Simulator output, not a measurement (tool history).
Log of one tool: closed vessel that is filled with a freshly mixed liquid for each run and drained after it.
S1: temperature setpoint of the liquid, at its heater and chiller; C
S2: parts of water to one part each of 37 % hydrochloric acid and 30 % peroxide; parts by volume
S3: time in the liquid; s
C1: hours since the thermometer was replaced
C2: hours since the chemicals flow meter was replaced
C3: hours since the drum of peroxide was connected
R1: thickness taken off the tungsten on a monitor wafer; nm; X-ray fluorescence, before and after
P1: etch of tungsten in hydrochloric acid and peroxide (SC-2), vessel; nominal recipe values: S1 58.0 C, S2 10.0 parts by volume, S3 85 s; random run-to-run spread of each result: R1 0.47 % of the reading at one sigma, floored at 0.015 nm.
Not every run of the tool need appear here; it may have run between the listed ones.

{"run": 1, "hour": 3.5, "S1": 58.0, "S2": 10.0, "S3": 85, "C1": 360.5, "C2": 543.7, "C3": 455.3, "R1": 34.628}
{"run": 2, "hour": 7.6, "S1": 58.0, "S2": 10.0, "S3": 85, "C1": 364.6, "C2": 547.8, "C3": 459.4, "R1": 34.549}
{"run": 3, "hour": 9.8, "S1": 58.0, "S2": 10.0, "S3": 85, "C1": 366.8, "C2": 550.0, "C3": 461.6, "R1": 34.723}
{"run": 4, "hour": 12.3, "S1": 58.0, "S2": 10.0, "S3": 85, "C1": 369.3, "C2": 552.5, "C3": 464.1, "R1": 34.659}
{"run": 5, "hour": 16.8, "S1": 58.0, "S2": 10.0, "S3": 85, "C1": 373.8, "C2": 557.0, "C3": 468.6, "R1": 34.461}
{"hour": 18.3, "done": "thermometer replaced"}
{"run": 6, "hour": 19.2, "S1": 58.0, "S2": 10.0, "S3": 85, "C1": 1.0, "C2": 559.4, "C3": 471.0, "R1": 34.339}
{"run": 7, "hour": 21.4, "S1": 58.0, "S2": 5.0, "S3": 160, "C1": 3.2, "C2": 561.6, "C3": 473.2, "R1": 112.55}
{"run": 8, "hour": 25.2, "S1": 72.0, "S2": 10.0, "S3": 85, "C1": 7.0, "C2": 565.4, "C3": 477.0, "R1": 81.552}
{"run": 9, "hour": 29.2, "S1": 58.0, "S2": 10.0, "S3": 140, "C1": 11.0, "C2": 569.4, "C3": 481.0, "R1": 56.952}
{"run": 10, "hour": 34.0, "S1": 58.0, "S2": 10.0, "S3": 85, "C1": 15.8, "C2": 574.2, "C3": 485.8, "R1": 34.295}
{"run": 11, "hour": 37.4, "S1": 58.0, "S2": 17.5, "S3": 85, "C1": 19.2, "C2": 577.6, "C3": 489.2, "R1": 21.252}
{"run": 12, "hour": 41.2, "S1": 41.5, "S2": 10.0, "S3": 85, "C1": 23.0, "C2": 581.4, "C3": 493.0, "R1": 11.536}
{"run": 13, "hour": 44.7, "S1": 58.0, "S2": 10.0, "S3": 40, "C1": 26.5, "C2": 584.9, "C3": 496.5, "R1": 16.311}
{"run": 14, "hour": 48.7, "S1": 58.0, "S2": 4.0, "S3": 85, "C1": 30.5, "C2": 588.9, "C3": 500.5, "R1": 69.466}
{"run": 15, "hour": 52.1, "S1": 58.0, "S2": 10.0, "S3": 85, "C1": 33.9, "C2": 592.3, "C3": 503.9, "R1": 34.992}
{"run": 16, "hour": 55.6, "S1": 58.0, "S2": 10.0, "S3": 85, "C1": 37.4, "C2": 595.8, "C3": 507.4, "R1": 36.38}
{"run": 17, "hour": 58.6, "S1": 58.0, "S2": 10.0, "S3": 85, "C1": 40.4, "C2": 598.8, "C3": 510.4, "R1": 36.922}
{"run": 18, "hour": 62.8, "S1": 58.0, "S2": 10.0, "S3": 85, "C1": 44.6, "C2": 603.0, "C3": 514.6, "R1": 37.562}
{"run": 19, "hour": 66.1, "S1": 58.0, "S2": 10.0, "S3": 85, "C1": 47.9, "C2": 606.3, "C3": 517.9, "R1": 37.553}
{"run": 20, "hour": 68.7, "S1": 58.0, "S2": 10.0, "S3": 85, "C1": 50.5, "C2": 608.9, "C3": 520.5, "R1": 37.696}
{"run": 21, "hour": 70.7, "S1": 58.0, "S2": 10.0, "S3": 85, "C1": 52.5, "C2": 610.9, "C3": 522.5, "R1": 37.387}
{"run": 22, "hour": 75.0, "S1": 58.0, "S2": 10.0, "S3": 85, "C1": 56.8, "C2": 615.2, "C3": 526.8, "R1": 37.883}
{"run": 23, "hour": 77.3, "S1": 58.0, "S2": 10.0, "S3": 85, "C1": 59.1, "C2": 617.5, "C3": 529.1, "R1": 37.59}

The log shows P1 creeping away from where it was. Any of the 2 causes listed here, at the size stated for it, fits the log just as well as the others:
A: chemicals flow above the setpoint (%) = 11.2
B: liquid hotter than its thermometer reads (K) = 1.39
The gradual shift began around hour 52.1.
Ruled out, with reasons:
peroxide weaker than its label (%): limited to 8, which would change R1 by -7.4 %, either short of the creep or opposite in sign

Consider the 4 check runs below, whose results appear as question marks and each of which averages 2 wafers. Which one distinguishes the causes, in that each cause would give it a clearly different result?
{"run": "check 1", "hour": 79.6, "S1": 44.0, "S2": 10.0, "S3": 120, "R1": "?"}
{"run": "check 2", "hour": 79.6, "S1": 42.5, "S2": 4.0, "S3": 85, "R1": "?"}
{"run": "check 3", "hour": 79.6, "S1": 58.0, "S2": 16.5, "S3": 85, "R1": "?"}
{"run": "check 4", "hour": 79.6, "S1": 66.5, "S2": 10.0, "S3": 85, "R1": "?"}

Outcome of each check run for each possible cause:
check=check_1 result=R1 if_A=21.117 if_B=21.290
check=check_2 result=R1 if_A=26.468 if_B=27.198
check=check_3 result=R1 if_A=24.705 if_B=24.552
check=check_4 result=R1 if_A=64.045 if_B=63.783
Gap, in per cent, between the two causes that each check separates least, read from the result that separates them most: check 1 0.82 %; check 2 2.72 %; check 3 0.62 %; check 4 0.41 %
Check 2 distinguishes between the causes, while the remaining checks would return nearly the same result for all of them.

Here is what check 2 returned: R1 26.540 nm. Which cause is it?

It is A: chemicals flow above the setpoint (%).
